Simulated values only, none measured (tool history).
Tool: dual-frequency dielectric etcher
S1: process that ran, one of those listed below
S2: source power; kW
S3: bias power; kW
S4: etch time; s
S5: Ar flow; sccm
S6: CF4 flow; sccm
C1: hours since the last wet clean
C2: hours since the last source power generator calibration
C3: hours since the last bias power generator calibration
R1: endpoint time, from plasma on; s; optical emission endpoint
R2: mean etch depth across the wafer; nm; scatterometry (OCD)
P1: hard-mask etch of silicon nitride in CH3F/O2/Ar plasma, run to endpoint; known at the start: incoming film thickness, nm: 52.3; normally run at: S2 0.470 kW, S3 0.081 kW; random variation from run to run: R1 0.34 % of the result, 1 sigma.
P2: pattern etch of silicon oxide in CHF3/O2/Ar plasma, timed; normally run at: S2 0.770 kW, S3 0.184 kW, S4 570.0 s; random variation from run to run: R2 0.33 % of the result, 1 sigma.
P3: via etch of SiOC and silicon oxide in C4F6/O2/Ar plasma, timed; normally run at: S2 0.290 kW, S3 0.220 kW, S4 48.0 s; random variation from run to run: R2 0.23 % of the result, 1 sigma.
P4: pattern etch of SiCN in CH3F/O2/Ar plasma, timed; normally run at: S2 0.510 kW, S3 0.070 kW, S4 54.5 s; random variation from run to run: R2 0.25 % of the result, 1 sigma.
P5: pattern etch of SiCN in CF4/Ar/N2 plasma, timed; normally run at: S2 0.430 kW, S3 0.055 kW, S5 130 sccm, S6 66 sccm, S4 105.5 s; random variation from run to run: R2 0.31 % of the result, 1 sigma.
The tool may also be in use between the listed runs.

Run 1, hour 15.7: S1 P1, S2 0.470 kW, S3 0.081 kW; C1 414.3; C2 2820.0; C3 889.6. Result: R1 71.383 s.
Run 2, hour 26.4: S1 P2, S2 0.770 kW, S3 0.184 kW, S4 570.0 s; C1 425.0; C2 2830.7; C3 900.3. Result: R2 1252.400 nm.
Run 3, hour 41.7: S1 P5, S2 0.430 kW, S3 0.055 kW, S4 148.5 s, S5 130 sccm, S6 66 sccm; C1 440.3; C2 2846.0; C3 915.6. Result: R2 107.590 nm.
Run 4, hour 58.5: S1 P3, S2 0.290 kW, S3 0.220 kW, S4 48.0 s; C1 457.1; C2 2862.8; C3 932.4. Result: R2 50.689 nm.
Run 5, hour 72.0: S1 P1, S2 0.470 kW, S3 0.081 kW; C1 470.6; C2 2876.3; C3 945.9. Result: R1 71.602 s.
Run 6, hour 89.0: S1 P4, S2 0.720 kW, S3 0.070 kW, S4 54.5 s; C1 487.6; C2 2893.3; C3 962.9. Result: R2 25.320 nm.
Run 7, hour 101.7: S1 P2, S2 0.770 kW, S3 0.128 kW, S4 570.0 s; C1 500.3; C2 2906.0; C3 975.6. Result: R2 1112.900 nm.
Run 8, hour 110.2: S1 P3, S2 0.290 kW, S3 0.220 kW, S4 36.0 s; C1 508.8; C2 2914.5; C3 984.1. Result: R2 37.924 nm.
Run 9, hour 120.9: S1 P1, S2 0.470 kW, S3 0.081 kW; C1 519.5; C2 2925.2; C3 994.8. Result: R1 71.663 s.
Run 10, hour 138.2: S1 P4, S2 0.510 kW, S3 0.070 kW, S4 54.5 s; C1 536.8; C2 2942.5; C3 1012.1. Result: R2 22.192 nm.
Run 11, hour 154.3: S1 P2, S2 0.770 kW, S3 0.184 kW, S4 386.5 s; C1 552.9; C2 2958.6; C3 1028.2. Result: R2 854.340 nm.
Run 12, hour 166.1: S1 P1, S2 0.310 kW, S3 0.098 kW; C1 564.7; C2 2970.4; C3 1040.0. Result: R1 78.772 s.
Run 13, hour 180.3: S1 P1, S2 0.470 kW, S3 0.048 kW; C1 578.9; C2 2984.6; C3 1054.2. Result: R1 84.716 s.
Run 14, hour 195.1: S1 P2, S2 1.080 kW, S3 0.184 kW, S4 570.0 s; C1 593.7; C2 2999.4; C3 1069.0. Result: R2 1426.300 nm.
Run 15, hour 212.6: S1 P1, S2 0.470 kW, S3 0.081 kW; C1 611.2; C2 3016.9; C3 1086.5. Result: R1 71.941 s.
Run 16, hour 223.2: S1 P5, S2 0.430 kW, S3 0.055 kW, S4 105.5 s, S5 130 sccm, S6 66 sccm; C1 621.8; C2 3027.5; C3 1097.1. Result: R2 76.324 nm.
Run 17, hour 236.4: S1 P5, S2 0.250 kW, S3 0.055 kW, S4 105.5 s, S5 130 sccm, S6 66 sccm; C1 635.0; C2 3040.7; C3 1110.3. Result: R2 47.346 nm.
Run 18, hour 246.7: S1 P5, S2 0.430 kW, S3 0.055 kW, S4 105.5 s, S5 130 sccm, S6 94 sccm; C1 645.3; C2 3051.0; C3 1120.6. Result: R2 81.596 nm.
Run 19, hour 261.8: S1 P1, S2 0.300 kW, S3 0.081 kW; C1 660.4; C2 3066.1; C3 1135.7. Result: R1 85.311 s.
Run 20, hour 274.4: S1 P1, S2 0.620 kW, S3 0.081 kW; C1 673.0; C2 3078.7; C3 1148.3. Result: R1 64.634 s.
Run 21, hour 282.9: S1 P2, S2 0.770 kW, S3 0.184 kW, S4 570.0 s; C1 681.5; C2 3087.2; C3 1156.8. Result: R2 1246.300 nm.
Run 22, hour 293.3: S1 P3, S2 0.290 kW, S3 0.137 kW, S4 48.0 s; C1 691.9; C2 3097.6; C3 1167.2. Result: R2 43.563 nm.
Run 23, hour 306.1: S1 P1, S2 0.470 kW, S3 0.097 kW; C1 704.7; C2 3110.4; C3 1180.0. Result: R1 67.410 s.
Run 24, hour 320.4: S1 P1, S2 0.470 kW, S3 0.081 kW; C1 719.0; C2 3124.7; C3 1194.3. Result: R1 71.443 s.
Run 25, hour 330.1: S1 P4, S2 0.510 kW, S3 0.070 kW, S4 32.0 s; C1 728.7; C2 3134.4; C3 1204.0. Result: R2 13.079 nm.
Run 26, hour 346.1: S1 P3, S2 0.290 kW, S3 0.220 kW, S4 48.0 s; C1 744.7; C2 3150.4; C3 1220.0. Result: R2 50.773 nm.
Run 27, hour 361.6: S1 P5, S2 0.430 kW, S3 0.055 kW, S4 105.5 s, S5 130 sccm, S6 66 sccm; C1 760.2; C2 3165.9; C3 1235.5. Result: R2 76.320 nm.
At hour 370.0: wet clean of the chamber.
Run 28, hour 370.1: S1 P4, S2 0.510 kW, S3 0.056 kW, S4 54.5 s; C1 0.2; C2 3174.4; C3 1244.0. Result: R2 20.672 nm.
Run 29, hour 386.2: S1 P3, S2 0.210 kW, S3 0.220 kW, S4 48.0 s; C1 16.3; C2 3190.5; C3 1260.1. Result: R2 45.077 nm.
Run 30, hour 402.7: S1 P5, S2 0.430 kW, S3 0.074 kW, S4 105.5 s, S5 130 sccm, S6 66 sccm; C1 32.8; C2 3207.0; C3 1276.6. Result: R2 85.678 nm.
Run 31, hour 414.1: S1 P4, S2 0.510 kW, S3 0.070 kW, S4 54.5 s; C1 44.2; C2 3218.4; C3 1288.0. Result: R2 22.239 nm.
Run 32, hour 431.3: S1 P5, S2 0.430 kW, S3 0.055 kW, S4 105.5 s, S5 76 sccm, S6 66 sccm; C1 61.4; C2 3235.6; C3 1305.2. Result: R2 83.748 nm.
Run 33, hour 443.6: S1 P1, S2 0.470 kW, S3 0.081 kW; C1 73.7; C2 3247.9; C3 1317.5. Result: R1 72.111 s.
Run 34, hour 454.3: S1 P1, S2 0.470 kW, S3 0.081 kW; C1 84.4; C2 3258.6; C3 1328.2. Result: R1 71.955 s.

Forecast run 35:
Run 35, hour 469.5: S1 P1, S2 0.470 kW, S3 0.081 kW; C1 99.6; C2 3273.8; C3 1343.4. Result: R1 ?.

R1: 72.964 s
